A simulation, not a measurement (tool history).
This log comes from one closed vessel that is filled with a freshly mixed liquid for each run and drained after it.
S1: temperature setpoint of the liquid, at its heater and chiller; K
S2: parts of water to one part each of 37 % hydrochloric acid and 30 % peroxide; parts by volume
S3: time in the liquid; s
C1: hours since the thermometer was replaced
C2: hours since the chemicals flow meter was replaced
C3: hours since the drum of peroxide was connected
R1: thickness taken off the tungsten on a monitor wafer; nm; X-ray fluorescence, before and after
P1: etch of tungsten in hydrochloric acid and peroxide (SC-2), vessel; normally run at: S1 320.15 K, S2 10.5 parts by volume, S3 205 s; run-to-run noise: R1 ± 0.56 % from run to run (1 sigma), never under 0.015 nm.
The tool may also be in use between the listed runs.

run,hour,S1,S2,S3,C1,C2,C3,R1
1,13.6,320.15,10.5,205,333.7,181.4,219.0,35.165
2,26.7,320.15,10.5,385,346.8,194.5,232.1,65.061
3,39.8,320.15,19.0,205,359.9,207.6,245.2,20.639
4,49.4,337.15,10.5,205,369.5,217.2,254.8,103.440
5,56.8,320.15,10.5,205,376.9,224.6,262.2,34.701
6,65.7,320.15,10.5,205,385.8,233.5,271.1,34.614
7,77.7,320.15,10.5,205,397.8,245.5,283.1,34.598
# hour 87.1: new drum of peroxide connected
8,90.0,320.15,10.5,50,410.1,257.8,3.0,8.490
9,100.9,320.15,10.5,205,421.0,268.7,13.9,34.701
10,110.1,327.15,10.5,335,430.2,277.9,23.1,90.727
# hour 118.8: thermometer replaced
11,122.8,320.15,4.0,205,4.0,290.6,35.8,71.966
12,129.2,308.15,10.5,205,10.4,297.0,42.2,14.801
13,138.8,320.15,10.5,205,20.0,306.6,51.8,34.497
14,145.3,320.15,10.5,205,26.5,313.1,58.3,35.653
15,153.7,320.15,10.5,205,34.9,321.5,66.7,36.367
16,164.7,320.15,10.5,205,45.9,332.5,77.7,36.953
17,176.6,320.15,10.5,205,57.8,344.4,89.6,37.341
18,187.3,320.15,10.5,205,68.5,355.1,100.3,37.402
19,199.1,320.15,10.5,205,80.3,366.9,112.1,37.154
20,211.3,320.15,10.5,205,92.5,379.1,124.3,37.825
21,219.3,320.15,10.5,205,100.5,387.1,132.3,37.599

P1 no longer gives what it gave before; its output has crept away from where it was. The following 2 causes, each at its listed size, fit the log equally well:
A: chemicals flow above the setpoint (%) = 10.8
B: liquid hotter than its thermometer reads (K) = 1.27
Creep in the process output first set in at about hour 138.8.
Other possible causes, and why each is ruled out:
peroxide weaker than its label (%): cannot exceed 8; that much would move R1 by -7.4 %, which falls short of the creep or goes against it

You are offered 4 check runs, listed below with question marks in place of their results; each one averages 3 wafers. Which run separates the listed causes by giving clearly different results for each?
check 1,227.3,331.65,10.5,205,,,,?
check 2,227.3,308.15,10.5,125,,,,?
check 3,227.3,320.15,10.5,350,,,,?
check 4,227.3,308.15,4.0,205,,,,?

What each check would give under each cause:
check,result,if A,if B
check 1,R1,80.2270,79.8030
check 2,R1,9.8662,9.9391
check 3,R1,64.4350,64.4710
check 4,R1,33.1030,33.9590
Per check, the gap between the least separated pair of causes, taken in the result that splits them most: check 1 0.53 %; check 2 0.74 %; check 3 0.05 %; check 4 2.55 %
Check 4 is the one run that separates the causes; every other check would come out nearly the same whichever cause is at work.

Then check 4 was run and gave: R1 34.2190 nm. Which cause is it?

The cause is B: liquid hotter than its thermometer reads (K).
